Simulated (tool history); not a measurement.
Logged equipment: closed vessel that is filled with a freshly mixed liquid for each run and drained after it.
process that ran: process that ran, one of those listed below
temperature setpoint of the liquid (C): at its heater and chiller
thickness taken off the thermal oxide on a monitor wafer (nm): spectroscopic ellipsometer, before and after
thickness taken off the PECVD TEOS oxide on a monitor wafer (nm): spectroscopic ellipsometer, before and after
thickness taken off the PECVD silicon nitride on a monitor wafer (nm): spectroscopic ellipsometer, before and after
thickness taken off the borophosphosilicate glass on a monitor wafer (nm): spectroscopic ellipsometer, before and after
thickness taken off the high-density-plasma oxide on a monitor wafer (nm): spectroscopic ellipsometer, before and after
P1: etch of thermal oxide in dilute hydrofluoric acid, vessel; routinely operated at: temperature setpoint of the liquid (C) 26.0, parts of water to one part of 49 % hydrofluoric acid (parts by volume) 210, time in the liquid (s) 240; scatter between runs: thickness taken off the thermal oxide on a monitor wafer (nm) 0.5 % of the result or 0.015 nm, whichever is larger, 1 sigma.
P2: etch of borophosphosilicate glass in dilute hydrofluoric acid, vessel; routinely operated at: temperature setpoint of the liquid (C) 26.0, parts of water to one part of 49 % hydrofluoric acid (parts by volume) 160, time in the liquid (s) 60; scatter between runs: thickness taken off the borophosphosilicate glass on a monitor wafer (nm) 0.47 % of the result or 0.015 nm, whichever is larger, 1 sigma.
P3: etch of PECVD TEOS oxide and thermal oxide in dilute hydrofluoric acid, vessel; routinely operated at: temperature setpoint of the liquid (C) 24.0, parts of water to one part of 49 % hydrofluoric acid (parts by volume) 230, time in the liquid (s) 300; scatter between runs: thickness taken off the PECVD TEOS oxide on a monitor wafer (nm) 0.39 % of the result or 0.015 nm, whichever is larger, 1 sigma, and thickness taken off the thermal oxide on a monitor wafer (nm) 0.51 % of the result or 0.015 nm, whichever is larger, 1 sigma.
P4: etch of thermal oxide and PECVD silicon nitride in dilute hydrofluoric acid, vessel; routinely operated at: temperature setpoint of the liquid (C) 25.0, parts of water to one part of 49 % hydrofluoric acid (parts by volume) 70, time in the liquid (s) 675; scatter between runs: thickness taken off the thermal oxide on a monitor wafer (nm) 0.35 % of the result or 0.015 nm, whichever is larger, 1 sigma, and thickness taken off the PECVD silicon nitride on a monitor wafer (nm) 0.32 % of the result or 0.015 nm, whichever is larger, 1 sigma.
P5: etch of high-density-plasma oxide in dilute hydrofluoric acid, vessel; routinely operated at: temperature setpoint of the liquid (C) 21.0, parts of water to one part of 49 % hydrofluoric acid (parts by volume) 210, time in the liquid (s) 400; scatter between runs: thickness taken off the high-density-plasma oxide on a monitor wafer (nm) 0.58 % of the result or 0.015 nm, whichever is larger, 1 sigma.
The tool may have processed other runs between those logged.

run   hour  process that ran  temperature setpoint of the liquid (C)  parts of water to one part of 49 % hydrofluoric acid (parts by volume)  time in the liquid (s)  hours since the thermometer was replaced  hours since the hydrofluoric acid flow meter was replaced  thickness taken off the thermal oxide on a monitor wafer (nm)  thickness taken off the PECVD TEOS oxide on a monitor wafer (nm)  thickness taken off the PECVD silicon nitride on a monitor wafer (nm)  thickness taken off the borophosphosilicate glass on a monitor wafer (nm)  thickness taken off the high-density-plasma oxide on a monitor wafer (nm)
  1   14.4                P1                                    26.0                                                                     210                     240                                     128.9                                                      935.7                                                         4.9223
  2   33.0                P1                                    26.0                                                                     210                     415                                     147.5                                                      954.3                                                         8.5340
  3   48.9                P3                                    24.0                                                                     230                     300                                     163.4                                                      970.2                                                         5.2368                                                           25.0570
  4   63.0                P4                                    20.0                                                                      70                     675                                     177.5                                                      984.3                                                        40.5250                                                                                                                                   28.877
  5   79.8                P3                                    24.0                                                                     100                     300                                     194.3                                                     1001.1                                                        14.0850                                                           66.2350
  6   95.0                P1                                    26.0                                                                      60                     240                                     209.5                                                     1016.3                                                        20.6020
  7  103.7                P4                                    25.0                                                                      70                     675                                     218.2                                                     1025.0                                                        49.4230                                                                                                                                   40.484
  8  113.0                P1                                    26.0                                                                     210                     240                                     227.5                                                     1034.3                                                         4.9339
  9  124.6                P2                                    26.0                                                                     160                      60                                     239.1                                                     1045.9                                                                                                                                                                                                                                                                             28.075
 10  137.6                P1                                    19.5                                                                     210                     240                                     252.1                                                     1058.9                                                         3.8256
 11  156.3                P1                                    26.0                                                                     210                     240                                     270.8                                                     1077.6                                                         4.9565
 12  174.4                P1                                    30.5                                                                     210                     240                                     288.9                                                     1095.7                                                         5.8130
 13  186.2                P2                                    18.0                                                                     160                      60                                     300.7                                                     1107.5                                                                                                                                                                                                                                                                             20.587
 14  194.7                P5                                    21.0                                                                     320                     400                                     309.2                                                     1116.0                                                                                                                                                                                                                                                                                                                                                        4.5487
 15  209.8                P3                                    24.0                                                                     230                      90                                     324.3                                                     1131.1                                                         1.5782                                                            7.5333
 16  225.8                P5                                    17.0                                                                     210                     400                                     340.3                                                     1147.1                                                                                                                                                                                                                                                                                                                                                        6.5416
 17  241.9                P5                                    21.0                                                                     210                     400                                     356.4                                                     1163.2                                                                                                                                                                                                                                                                                                                                                        7.5896
 18  255.3                P5                                    21.0                                                                     210                     100                                     369.8                                                     1176.6                                                                                                                                                                                                                                                                                                                                                        1.8952
 19  273.8                P2                                    26.0                                                                     160                      30                                     388.3                                                     1195.1                                                                                                                                                                                                                                                                             14.116
 20  282.2                P3                                    17.0                                                                     230                     300                                     396.7                                                     1203.5                                                         4.0061                                                           19.0480
 21  301.2                P1                                    26.0                                                                     110                     120                                     415.7                                                     1222.5                                                         5.3523
 22  317.2                P1                                    26.0                                                                     295                     240                                     431.7                                                     1238.5                                                         3.2041
 23  331.8                P4                                    25.0                                                                      70                     675                                     446.3                                                     1253.1                                                        49.4180                                                                                                                                   40.242
 24  343.7                P4                                    25.0                                                                      40                     675                                     458.2                                                     1265.0                                                        90.0230                                                                                                                                   69.857
     347.6  -- hydrofluoric acid flow meter replaced
 25  361.0                P1                                    26.0                                                                     210                     115                                     475.5                                                       13.4                                                         2.3568
 26  378.5                P4                                    25.0                                                                      70                     100                                     493.0                                                       30.9                                                         7.3216                                                                                                                                    5.999
 27  391.3                P1                                    26.0                                                                     210                     240                                     505.8                                                       43.7                                                         4.9435
 28  410.3                P2                                    26.0                                                                     295                      60                                     524.8                                                       62.7                                                                                                                                                                                                                                                                             13.121
 29  421.0                P1                                    26.0                                                                     210                     240                                     535.5                                                       73.4                                                         4.9143
 30  429.8                P1                                    26.0                                                                     210                     240                                     544.3                                                       82.2                                                         4.9424
 31  439.1                P1                                    26.0                                                                     210                     240                                     553.6                                                       91.5                                                         4.8015
 32  451.4                P1                                    26.0                                                                     210                     240                                     565.9                                                      103.8                                                         4.7367
 33  461.7                P1                                    26.0                                                                     210                     240                                     576.2                                                      114.1                                                         4.6416
 34  477.7                P1                                    26.0                                                                     210                     240                                     592.2                                                      130.1                                                         4.5989
 35  493.7                P1                                    26.0                                                                     210                     240                                     608.2                                                      146.1                                                         4.5595
 36  511.8                P1                                    26.0                                                                     210                     240                                     626.3                                                      164.2                                                         4.5610
 37  521.7                P1                                    26.0                                                                     210                     240                                     636.2                                                      174.1                                                         4.5577
 38  538.1                P1                                    26.0                                                                     210                     240                                     652.6                                                      190.5                                                         4.5039

P1 no longer gives what it gave before; its output has crept away from where it was. The following 2 causes, each at its listed size, fit the log equally well:
A: hydrofluoric acid flow below the setpoint (%) = 6.24
B: liquid colder than its thermometer reads (K) = 2.2
The drift started at roughly hour 429.8.

Each of the 4 check runs below uses one wafer; its results are left as question marks. Which run tells the causes apart?
check 1  554.5                P5                                    21.0                                                                     210                     400                                                                                                                                                                                                                                                                                                                                                                                                                                                                  ?
check 2  554.5                P3                                    24.0                                                                     230                     300                                                                                                                                                                   ?                                                                 ?
check 3  554.5                P2                                    26.0                                                                     160                      60                                                                                                                                                                                                                                                                                                                                                                                       ?
check 4  554.5                P4                                    25.0                                                                      70                     675                                                                                                                                                                   ?                                                                                                                                        ?

Check results expected under each cause:
  check                                                                     result     if A     if B
check 1  thickness taken off the high-density-plasma oxide on a monitor wafer (nm)   7.0947   7.0501
check 2              thickness taken off the thermal oxide on a monitor wafer (nm)   4.8424   4.8399
check 2           thickness taken off the PECVD TEOS oxide on a monitor wafer (nm)  23.0510  23.0390
check 3  thickness taken off the borophosphosilicate glass on a monitor wafer (nm)   26.038   25.887
check 4              thickness taken off the thermal oxide on a monitor wafer (nm)  46.1380  45.2860
check 4      thickness taken off the PECVD silicon nitride on a monitor wafer (nm)   37.854   34.822
Distance between the nearest two causes, measured in the result of the check that separates them most: check 1 0.63 %; check 2 0.05 %; check 3 0.58 %; check 4 8.35 %
The causes can be told apart only by check 4. The other checks would give nearly the same results under each of them.

Check 4 was carried out, with these results: thickness taken off the thermal oxide on a monitor wafer (nm) 46.1170; thickness taken off the PECVD silicon nitride on a monitor wafer (nm) 37.953. Which of the listed causes is responsible?

The cause is A: hydrofluoric acid flow below the setpoint (%).

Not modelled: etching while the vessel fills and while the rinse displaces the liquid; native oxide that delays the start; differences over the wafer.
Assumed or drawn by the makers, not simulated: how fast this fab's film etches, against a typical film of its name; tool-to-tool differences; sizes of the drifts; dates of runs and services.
